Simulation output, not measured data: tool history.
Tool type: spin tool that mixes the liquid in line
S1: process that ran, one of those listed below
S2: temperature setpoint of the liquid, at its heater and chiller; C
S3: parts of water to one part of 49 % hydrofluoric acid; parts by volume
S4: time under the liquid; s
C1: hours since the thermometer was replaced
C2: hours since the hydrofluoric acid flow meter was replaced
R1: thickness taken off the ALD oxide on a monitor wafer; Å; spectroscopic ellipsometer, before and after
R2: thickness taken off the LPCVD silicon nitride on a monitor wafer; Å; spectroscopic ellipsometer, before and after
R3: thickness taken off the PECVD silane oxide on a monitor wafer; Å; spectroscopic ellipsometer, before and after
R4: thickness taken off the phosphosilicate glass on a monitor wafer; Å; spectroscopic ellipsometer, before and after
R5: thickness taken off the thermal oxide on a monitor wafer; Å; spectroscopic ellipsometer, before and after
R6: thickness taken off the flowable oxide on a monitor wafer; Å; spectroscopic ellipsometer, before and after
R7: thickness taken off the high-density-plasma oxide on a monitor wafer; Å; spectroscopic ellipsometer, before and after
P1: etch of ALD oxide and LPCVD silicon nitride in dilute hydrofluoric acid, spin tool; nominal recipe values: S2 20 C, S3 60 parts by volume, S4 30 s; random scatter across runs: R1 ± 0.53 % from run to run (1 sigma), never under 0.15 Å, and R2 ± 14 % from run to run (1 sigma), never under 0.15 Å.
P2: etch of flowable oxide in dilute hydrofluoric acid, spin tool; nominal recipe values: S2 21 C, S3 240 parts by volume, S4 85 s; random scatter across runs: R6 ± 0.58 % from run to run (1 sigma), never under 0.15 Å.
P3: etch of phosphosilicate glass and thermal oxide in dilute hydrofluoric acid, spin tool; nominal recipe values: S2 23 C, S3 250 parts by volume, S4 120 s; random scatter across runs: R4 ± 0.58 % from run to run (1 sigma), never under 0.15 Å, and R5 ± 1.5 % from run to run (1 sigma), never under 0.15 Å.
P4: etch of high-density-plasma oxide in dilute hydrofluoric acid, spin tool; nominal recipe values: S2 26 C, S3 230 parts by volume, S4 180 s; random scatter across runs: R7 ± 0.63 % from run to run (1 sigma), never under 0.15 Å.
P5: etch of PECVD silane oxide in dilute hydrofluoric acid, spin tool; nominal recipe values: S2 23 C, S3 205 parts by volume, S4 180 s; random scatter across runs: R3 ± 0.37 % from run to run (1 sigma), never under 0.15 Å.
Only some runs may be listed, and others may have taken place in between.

{"run": 1, "hour": 6.2, "S1": "P1", "S2": 20, "S3": 60, "S4": 30, "C1": 1157.9, "C2": 84.1, "R1": 116.24, "R2": 2.1471}
{"run": 2, "hour": 18.3, "S1": "P1", "S2": 27, "S3": 60, "S4": 50, "C1": 1170, "C2": 96.2, "R1": 258.54, "R2": 6.701}
{"run": 3, "hour": 28.0, "S1": "P5", "S2": 17.5, "S3": 205, "S4": 180, "C1": 1179.7, "C2": 105.9, "R3": 182.58}
{"run": 4, "hour": 34.9, "S1": "P3", "S2": 26.5, "S3": 250, "S4": 120, "C1": 1186.6, "C2": 112.8, "R4": 364.66, "R5": 20.649}
{"run": 5, "hour": 45.9, "S1": "P1", "S2": 20, "S3": 60, "S4": 30, "C1": 1197.6, "C2": 123.8, "R1": 116.49, "R2": 1.8202}
{"run": 6, "hour": 54.9, "S1": "P1", "S2": 20, "S3": 60, "S4": 30, "C1": 1206.6, "C2": 132.8, "R1": 116.28, "R2": 2.09}
{"run": 7, "hour": 62.8, "S1": "P5", "S2": 23, "S3": 205, "S4": 15, "C1": 1214.5, "C2": 140.7, "R3": 18.505}
{"run": 8, "hour": 70.8, "S1": "P1", "S2": 20, "S3": 60, "S4": 30, "C1": 1222.5, "C2": 148.7, "R1": 117.52, "R2": 1.9247}
{"run": 9, "hour": 83.1, "S1": "P2", "S2": 21, "S3": 55, "S4": 85, "C1": 1234.8, "C2": 161, "R6": 502.28}
{"run": 10, "hour": 90.5, "S1": "P1", "S2": 20, "S3": 20, "S4": 30, "C1": 1242.2, "C2": 168.4, "R1": 365.38, "R2": 5.9681}
{"run": 11, "hour": 101.9, "S1": "P2", "S2": 21, "S3": 240, "S4": 85, "C1": 1253.6, "C2": 179.8, "R6": 95.119}
{"run": 12, "hour": 110.6, "S1": "P4", "S2": 32.5, "S3": 230, "S4": 180, "C1": 1262.3, "C2": 188.5, "R7": 46.124}
{"run": 13, "hour": 120.7, "S1": "P3", "S2": 23, "S3": 250, "S4": 120, "C1": 1272.4, "C2": 198.6, "R4": 320.94, "R5": 18.188}
{"run": 14, "hour": 129.8, "S1": "P3", "S2": 23, "S3": 250, "S4": 230, "C1": 1281.5, "C2": 207.7, "R4": 618.31, "R5": 34.054}
{"run": 15, "hour": 143.6, "S1": "P4", "S2": 26, "S3": 230, "S4": 325, "C1": 1295.3, "C2": 221.5, "R7": 66.261}
{"run": 16, "hour": 155.1, "S1": "P4", "S2": 26, "S3": 230, "S4": 180, "C1": 1306.8, "C2": 233, "R7": 37.171}
{"run": 17, "hour": 163.3, "S1": "P1", "S2": 17, "S3": 60, "S4": 30, "C1": 1315, "C2": 241.2, "R1": 102.64, "R2": 1.9274}
{"run": 18, "hour": 171.5, "S1": "P5", "S2": 23, "S3": 205, "S4": 180, "C1": 1323.2, "C2": 249.4, "R3": 223.97}
{"run": 19, "hour": 179.8, "S1": "P1", "S2": 23.5, "S3": 60, "S4": 30, "C1": 1331.5, "C2": 257.7, "R1": 135.17, "R2": 2.6644}
{"run": 20, "hour": 189.8, "S1": "P3", "S2": 23, "S3": 250, "S4": 120, "C1": 1341.5, "C2": 267.7, "R4": 322.92, "R5": 17.732}
{"run": 21, "hour": 196.8, "S1": "P4", "S2": 26, "S3": 95, "S4": 180, "C1": 1348.5, "C2": 274.7, "R7": 105.24}
{"run": 22, "hour": 206.2, "S1": "P1", "S2": 20, "S3": 60, "S4": 15, "C1": 1357.9, "C2": 284.1, "R1": 57.951, "R2": 0.95805}
{"run": 23, "hour": 215.6, "S1": "P2", "S2": 21, "S3": 240, "S4": 15, "C1": 1367.3, "C2": 293.5, "R6": 16.68}
{"run": 24, "hour": 221.9, "S1": "P1", "S2": 20, "S3": 60, "S4": 30, "C1": 1373.6, "C2": 299.8, "R1": 117.28, "R2": 1.7012}
{"run": 25, "hour": 230.8, "S1": "P1", "S2": 20, "S3": 90, "S4": 30, "C1": 1382.5, "C2": 308.7, "R1": 75.048, "R2": 1.2302}
{"run": 26, "hour": 244.9, "S1": "P1", "S2": 20, "S3": 60, "S4": 30, "C1": 1396.6, "C2": 322.8, "R1": 115.26, "R2": 2.3365}
{"run": 27, "hour": 255.9, "S1": "P5", "S2": 23, "S3": 65, "S4": 180, "C1": 1407.6, "C2": 333.8, "R3": 830.55}
{"run": 28, "hour": 268.7, "S1": "P2", "S2": 25.5, "S3": 240, "S4": 85, "C1": 1420.4, "C2": 346.6, "R6": 111.3}
{"run": 29, "hour": 279.0, "S1": "P4", "S2": 26, "S3": 230, "S4": 180, "C1": 1430.7, "C2": 356.9, "R7": 36.344}
{"run": 30, "hour": 292.4, "S1": "P3", "S2": 23, "S3": 60, "S4": 120, "C1": 1444.1, "C2": 370.3, "R4": 1665, "R5": 95.524}
{"run": 31, "hour": 303.1, "S1": "P1", "S2": 27.5, "S3": 60, "S4": 15, "C1": 1454.8, "C2": 381, "R1": 78.983, "R2": 1.6664}
{"run": 32, "hour": 315.2, "S1": "P1", "S2": 20, "S3": 60, "S4": 45, "C1": 1466.9, "C2": 393.1, "R1": 174.55, "R2": 3.1372}

Run 33 comes next. What will it give?
{"run": 33, "hour": 327.5, "S1": "P1", "S2": 20, "S3": 40, "S4": 15, "C1": 1479.2, "C2": 405.4, "R1": "?", "R2": "?"}

R1: 88.776 Å
R2: 1.6494 Å
